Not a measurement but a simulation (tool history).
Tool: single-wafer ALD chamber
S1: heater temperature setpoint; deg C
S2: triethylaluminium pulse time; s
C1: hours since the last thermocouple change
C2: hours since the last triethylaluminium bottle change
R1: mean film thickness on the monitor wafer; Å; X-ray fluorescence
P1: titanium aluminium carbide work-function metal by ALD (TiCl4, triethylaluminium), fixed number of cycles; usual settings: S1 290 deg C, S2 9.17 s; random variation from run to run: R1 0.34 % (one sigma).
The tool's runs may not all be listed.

run 1 hour=12.1 | S1=290 S2=9.17 | C1=746.6 C2=225.8 | R1=18.567
run 2 hour=23.0 | S1=290 S2=9.17 | C1=757.5 C2=236.7 | R1=18.491
run 3 hour=38.7 | S1=266 S2=9.17 | C1=773.2 C2=252.4 | R1=16.642
run 4 hour=47.4 | S1=306 S2=13.88 | C1=781.9 C2=261.1 | R1=20.594
-- hour=58.3 triethylaluminium bottle replaced
run 5 hour=62.9 | S1=315 S2=9.17 | C1=797.4 C2=4.6 | R1=20.597
run 6 hour=72.1 | S1=307 S2=13.45 | C1=806.6 C2=13.8 | R1=20.674
run 7 hour=85.5 | S1=290 S2=9.17 | C1=820.0 C2=27.2 | R1=18.562
run 8 hour=101.1 | S1=290 S2=3.32 | C1=835.6 C2=42.8 | R1=13.247
run 9 hour=112.3 | S1=290 S2=9.17 | C1=846.8 C2=54.0 | R1=18.600
run 10 hour=128.0 | S1=290 S2=13.46 | C1=862.5 C2=69.7 | R1=19.314
run 11 hour=136.8 | S1=290 S2=9.17 | C1=871.3 C2=78.5 | R1=18.520
run 12 hour=145.1 | S1=290 S2=9.17 | C1=879.6 C2=86.8 | R1=18.485
run 13 hour=154.5 | S1=290 S2=9.17 | C1=889.0 C2=96.2 | R1=18.365

The next listed run, before its measurement:
run 14 hour=165.9 | S1=290 S2=9.17 | C1=900.4 C2=107.6 | R1=?

R1: 18.255 Å

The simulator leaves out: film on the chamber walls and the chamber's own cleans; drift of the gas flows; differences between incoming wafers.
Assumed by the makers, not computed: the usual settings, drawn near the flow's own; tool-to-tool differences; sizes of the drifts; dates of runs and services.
